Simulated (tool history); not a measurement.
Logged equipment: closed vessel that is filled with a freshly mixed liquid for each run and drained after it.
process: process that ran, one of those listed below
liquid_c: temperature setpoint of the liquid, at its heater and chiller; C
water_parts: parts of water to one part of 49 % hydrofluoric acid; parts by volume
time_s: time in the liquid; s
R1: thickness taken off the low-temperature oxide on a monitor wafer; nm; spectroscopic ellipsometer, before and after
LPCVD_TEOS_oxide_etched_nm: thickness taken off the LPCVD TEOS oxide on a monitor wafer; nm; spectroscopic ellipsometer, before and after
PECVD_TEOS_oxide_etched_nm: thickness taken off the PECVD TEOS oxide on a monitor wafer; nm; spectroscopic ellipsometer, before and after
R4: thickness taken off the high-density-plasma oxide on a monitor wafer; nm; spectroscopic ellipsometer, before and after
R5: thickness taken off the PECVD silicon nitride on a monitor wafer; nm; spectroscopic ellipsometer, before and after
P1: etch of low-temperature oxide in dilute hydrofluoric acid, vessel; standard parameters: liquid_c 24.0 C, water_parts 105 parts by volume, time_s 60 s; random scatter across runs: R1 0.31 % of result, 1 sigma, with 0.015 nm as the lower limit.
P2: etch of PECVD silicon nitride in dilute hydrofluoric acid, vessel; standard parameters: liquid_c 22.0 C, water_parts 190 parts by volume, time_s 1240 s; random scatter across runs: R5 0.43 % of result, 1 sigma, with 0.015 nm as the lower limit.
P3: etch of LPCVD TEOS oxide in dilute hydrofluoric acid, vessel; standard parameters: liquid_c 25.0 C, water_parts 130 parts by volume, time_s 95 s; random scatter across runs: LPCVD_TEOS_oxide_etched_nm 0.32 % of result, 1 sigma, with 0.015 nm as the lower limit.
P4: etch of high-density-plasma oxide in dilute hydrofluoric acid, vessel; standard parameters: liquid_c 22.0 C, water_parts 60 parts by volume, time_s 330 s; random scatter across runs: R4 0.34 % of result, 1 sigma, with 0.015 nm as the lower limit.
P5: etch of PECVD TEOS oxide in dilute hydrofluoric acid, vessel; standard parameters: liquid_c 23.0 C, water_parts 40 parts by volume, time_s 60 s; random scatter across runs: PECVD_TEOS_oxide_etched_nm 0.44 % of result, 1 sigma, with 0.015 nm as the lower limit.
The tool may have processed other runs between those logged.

Run 1, hour 6.5: process P1, liquid_c 24.0 C, water_parts 105 parts by volume, time_s 60 s. Result: R1 7.9494 nm.
Run 2, hour 13.3: process P1, liquid_c 17.0 C, water_parts 180 parts by volume, time_s 60 s. Result: R1 3.2284 nm.
Run 3, hour 18.5: process P3, liquid_c 29.0 C, water_parts 130 parts by volume, time_s 95 s. Result: LPCVD_TEOS_oxide_etched_nm 47.890 nm.
Run 4, hour 23.2: process P1, liquid_c 24.0 C, water_parts 105 parts by volume, time_s 60 s. Result: R1 7.9625 nm.
Run 5, hour 29.1: process P1, liquid_c 24.0 C, water_parts 105 parts by volume, time_s 95 s. Result: R1 12.6300 nm.
Run 6, hour 33.3: process P5, liquid_c 23.0 C, water_parts 40 parts by volume, time_s 60 s. Result: PECVD_TEOS_oxide_etched_nm 19.313 nm.
Run 7, hour 40.2: process P1, liquid_c 24.0 C, water_parts 105 parts by volume, time_s 60 s. Result: R1 7.9756 nm.
Run 8, hour 44.0: process P4, liquid_c 29.5 C, water_parts 60 parts by volume, time_s 330 s. Result: R4 39.320 nm.
Run 9, hour 48.0: process P5, liquid_c 23.0 C, water_parts 40 parts by volume, time_s 110 s. Result: PECVD_TEOS_oxide_etched_nm 35.395 nm.
Run 10, hour 53.9: process P1, liquid_c 24.0 C, water_parts 105 parts by volume, time_s 60 s. Result: R1 7.9676 nm.
Run 11, hour 58.5: process P1, liquid_c 24.0 C, water_parts 105 parts by volume, time_s 60 s. Result: R1 7.9356 nm.
Run 12, hour 63.6: process P1, liquid_c 24.0 C, water_parts 170 parts by volume, time_s 60 s. Result: R1 4.5618 nm.
Run 13, hour 70.3: process P1, liquid_c 24.0 C, water_parts 105 parts by volume, time_s 60 s. Result: R1 7.9557 nm.
Run 14, hour 76.8: process P1, liquid_c 30.5 C, water_parts 105 parts by volume, time_s 60 s. Result: R1 10.1950 nm.
Run 15, hour 81.4: process P3, liquid_c 25.0 C, water_parts 225 parts by volume, time_s 95 s. Result: LPCVD_TEOS_oxide_etched_nm 21.451 nm.
Run 16, hour 85.7: process P4, liquid_c 22.0 C, water_parts 60 parts by volume, time_s 330 s. Result: R4 29.286 nm.
Run 17, hour 90.8: process P2, liquid_c 22.0 C, water_parts 190 parts by volume, time_s 1240 s. Result: R5 19.734 nm.
Run 18, hour 94.9: process P2, liquid_c 22.0 C, water_parts 340 parts by volume, time_s 1240 s. Result: R5 11.122 nm.
Run 19, hour 102.5: process P4, liquid_c 22.0 C, water_parts 60 parts by volume, time_s 490 s. Result: R4 43.135 nm.
Run 20, hour 106.9: process P2, liquid_c 22.0 C, water_parts 190 parts by volume, time_s 2180 s. Result: R5 34.557 nm.
Run 21, hour 113.6: process P5, liquid_c 23.0 C, water_parts 20 parts by volume, time_s 60 s. Result: PECVD_TEOS_oxide_etched_nm 39.497 nm.
Run 22, hour 119.2: process P4, liquid_c 22.0 C, water_parts 60 parts by volume, time_s 330 s. Result: R4 29.236 nm.
Run 23, hour 123.8: process P1, liquid_c 17.0 C, water_parts 105 parts by volume, time_s 30 s. Result: R1 3.0031 nm.
Run 24, hour 129.9: process P5, liquid_c 17.0 C, water_parts 40 parts by volume, time_s 60 s. Result: PECVD_TEOS_oxide_etched_nm 15.012 nm.
Run 25, hour 134.5: process P2, liquid_c 28.5 C, water_parts 190 parts by volume, time_s 1240 s. Result: R5 29.506 nm.

Predict the results of run 26:
Run 26, hour 139.2: process P1, liquid_c 24.0 C, water_parts 105 parts by volume, time_s 60 s. Result: R1 ?.

{"run 26": {"R1": 7.9438}}
